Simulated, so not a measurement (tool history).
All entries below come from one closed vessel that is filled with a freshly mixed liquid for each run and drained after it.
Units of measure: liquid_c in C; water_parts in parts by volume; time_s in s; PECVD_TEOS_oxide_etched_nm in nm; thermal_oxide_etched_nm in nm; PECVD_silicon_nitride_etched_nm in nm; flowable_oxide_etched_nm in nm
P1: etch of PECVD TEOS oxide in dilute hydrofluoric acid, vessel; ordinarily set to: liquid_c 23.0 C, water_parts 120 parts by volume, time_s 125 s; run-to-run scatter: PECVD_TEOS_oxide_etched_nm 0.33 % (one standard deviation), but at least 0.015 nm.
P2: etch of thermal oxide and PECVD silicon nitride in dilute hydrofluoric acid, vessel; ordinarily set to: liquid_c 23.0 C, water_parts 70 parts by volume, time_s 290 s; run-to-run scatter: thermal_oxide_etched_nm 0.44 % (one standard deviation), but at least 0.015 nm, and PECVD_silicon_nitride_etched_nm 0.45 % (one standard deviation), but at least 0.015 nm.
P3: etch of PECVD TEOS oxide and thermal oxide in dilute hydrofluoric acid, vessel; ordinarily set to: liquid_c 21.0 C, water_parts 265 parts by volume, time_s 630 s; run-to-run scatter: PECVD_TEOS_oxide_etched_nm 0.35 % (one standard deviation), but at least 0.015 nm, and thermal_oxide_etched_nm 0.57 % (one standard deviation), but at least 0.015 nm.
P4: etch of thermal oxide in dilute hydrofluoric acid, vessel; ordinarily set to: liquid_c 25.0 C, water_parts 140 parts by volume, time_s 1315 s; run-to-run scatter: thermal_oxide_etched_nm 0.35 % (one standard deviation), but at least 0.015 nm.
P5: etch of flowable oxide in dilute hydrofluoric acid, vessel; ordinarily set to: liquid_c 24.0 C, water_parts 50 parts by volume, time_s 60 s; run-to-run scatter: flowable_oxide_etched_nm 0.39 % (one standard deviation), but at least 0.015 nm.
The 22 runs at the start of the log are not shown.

run,day,process,liquid_c,water_parts,time_s,hours since the thermometer was replaced,hours since the hydrofluoric acid flow meter was replaced,PECVD_TEOS_oxide_etched_nm,thermal_oxide_etched_nm,PECVD_silicon_nitride_etched_nm,flowable_oxide_etched_nm
23,3.200,P5,24.0,50,30,14.3,10.4,,,,27.201
24,3.321,P1,17.0,35,125,17.2,13.3,24.9110,,,
25,3.475,P2,23.0,70,290,20.9,17.0,,19.5450,9.5273,
26,3.654,P1,23.0,120,125,25.2,21.3,8.4191,,,
27,3.796,P5,24.0,30,60,28.6,24.7,,,,93.610
28,3.933,P3,17.0,265,630,31.9,28.0,42.9350,7.0079,,
29,4.008,P1,27.0,120,125,33.7,29.8,9.8157,,,
30,4.108,P5,24.0,50,60,36.1,32.2,,,,54.129
31,4.200,P1,23.0,205,125,38.3,34.4,4.4603,,,
32,4.308,P1,23.0,120,125,40.9,37.0,8.4625,,,

What does the tool deliver on the next run?
33,4.400,P1,23.0,120,230,43.1,39.2,?,,,

{"run 33": {"PECVD_TEOS_oxide_etched_nm": 15.631}}
